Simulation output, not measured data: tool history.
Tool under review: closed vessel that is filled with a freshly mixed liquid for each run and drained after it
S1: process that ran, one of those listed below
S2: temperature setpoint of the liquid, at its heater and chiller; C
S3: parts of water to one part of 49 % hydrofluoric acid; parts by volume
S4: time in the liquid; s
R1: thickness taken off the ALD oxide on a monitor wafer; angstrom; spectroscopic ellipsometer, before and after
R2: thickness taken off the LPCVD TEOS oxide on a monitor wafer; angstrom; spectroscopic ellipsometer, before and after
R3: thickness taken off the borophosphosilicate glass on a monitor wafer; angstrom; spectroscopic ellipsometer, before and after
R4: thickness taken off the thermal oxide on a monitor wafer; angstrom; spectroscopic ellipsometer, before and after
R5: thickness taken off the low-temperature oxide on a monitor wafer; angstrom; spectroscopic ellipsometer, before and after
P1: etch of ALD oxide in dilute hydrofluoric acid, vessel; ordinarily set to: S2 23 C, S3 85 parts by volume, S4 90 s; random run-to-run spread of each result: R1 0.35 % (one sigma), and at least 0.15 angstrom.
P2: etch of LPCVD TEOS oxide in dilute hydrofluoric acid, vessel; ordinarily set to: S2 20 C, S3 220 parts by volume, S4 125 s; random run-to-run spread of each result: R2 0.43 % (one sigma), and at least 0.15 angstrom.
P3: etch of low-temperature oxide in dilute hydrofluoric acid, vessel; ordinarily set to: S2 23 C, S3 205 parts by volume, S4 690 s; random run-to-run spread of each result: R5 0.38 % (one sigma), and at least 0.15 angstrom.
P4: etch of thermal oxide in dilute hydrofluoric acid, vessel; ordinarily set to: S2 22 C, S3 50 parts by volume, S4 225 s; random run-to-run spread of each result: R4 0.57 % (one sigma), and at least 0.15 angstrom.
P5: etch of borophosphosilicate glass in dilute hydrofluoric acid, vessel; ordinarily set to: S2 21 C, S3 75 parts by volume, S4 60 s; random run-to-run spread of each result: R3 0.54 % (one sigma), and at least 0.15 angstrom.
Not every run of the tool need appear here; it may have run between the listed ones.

run   hour  S1    S2   S3    S4      R1      R2      R3      R4      R5
  1      6  P1    23   85    90  275.83
  2   15.1  P1    29   85    90   350.5
  3     22  P2    20  220   125          79.941
  4   32.4  P5    21   75    30                  231.78
  5   39.1  P4    22   50    50                          44.283
  6   49.1  P1    23   85    90  278.16
  7   60.4  P1    23  130    90   170.8
  8   69.6  P3    23  205   690                                  571.46
  9   77.3  P5    21   75    60                  459.47
 10   86.5  P3    23  205  1135                                  942.82
 11   94.1  P2    20  220    60          37.995
 12  103.1  P4    22   50   225                          199.08
 13  108.6  P1    18   85    30  74.684
 14    115  P2    28  220   125          105.29
 15  127.1  P1    23   85    90  277.15
 16  137.2  P2    20  380   125          39.613
 17  143.7  P1    23   85   145  444.49
 18  152.7  P4    22   85   225                          110.56
     157.9  -- hydrofluoric acid flow meter replaced
 19  162.6  P3    17  205   690                                  452.83
 20  170.5  P3    23  205   690                                  568.08
 21  178.5  P1    23   35    90  713.22
 22  186.5  P1    23   85    90  276.69
 23  195.6  P4    22   50   225                          199.39
 24  207.7  P3    23  310   690                                  340.54
 25  215.7  P5    21   75    60                  468.19
 26  225.2  P5    21  120    60                   276.9
 27  235.4  P5    29   75    60                  644.92
 28  241.5  P1  18.5   85    90  229.03
 29    251  P4    28   50   225                          252.69
 30  262.5  P1    23   85    30  92.227
 31  273.3  P1    23   85    90   277.6
 32  285.3  P1    23   85    90  286.72
 33  294.9  P1    23   85    90  291.26
 34    305  P1    23   85    90  296.61
 35    316  P1    23   85    90  298.54
 36  324.7  P1    23   85    90  298.38
 37  331.9  P1    23   85    90  303.15
 38  340.4  P1    23   85    90  301.19
 39  346.5  P1    23   85    90  302.79
 40    355  P1    23   85    90  301.41
 41  364.2  P1    23   85    90  302.02

P1 has crept away from where it was. The log is fitted equally well by each of these 2 causes, at the sizes shown:
A: hydrofluoric acid flow above the setpoint (%) = 8.51
B: liquid hotter than its thermometer reads (K) = 2.25
The process output started creeping at around hour 273.3.

Which of the 4 check runs listed below separates the causes, so that each cause would produce a clearly different result? Each run uses one wafer, and its results are marked with question marks.
check 1  373.4  P2    28  370   125       ?
check 2  373.4  P4  27.5   50   225               ?
check 3  373.4  P5    25   75    60           ?
check 4  373.4  P3    17  205  1110                   ?

How each check would come out, cause by cause:
  check  result    if A    if B
check 1      R2  60.334   57.93
check 2      R4  271.86  272.39
check 3      R3  597.33  597.21
check 4      R5  805.98  799.53
Per check, the gap between the least separated pair of causes, taken in the result that splits them most: check 1 4.07 %; check 2 0.19 %; check 3 0.02 %; check 4 0.8 %
Check 1 distinguishes between the causes, while the remaining checks would return nearly the same result for all of them.

With check 1 done, the readings were: R2 57.96 angstrom. Identify which of the listed causes applies.

It was cause B: liquid hotter than its thermometer reads (K).

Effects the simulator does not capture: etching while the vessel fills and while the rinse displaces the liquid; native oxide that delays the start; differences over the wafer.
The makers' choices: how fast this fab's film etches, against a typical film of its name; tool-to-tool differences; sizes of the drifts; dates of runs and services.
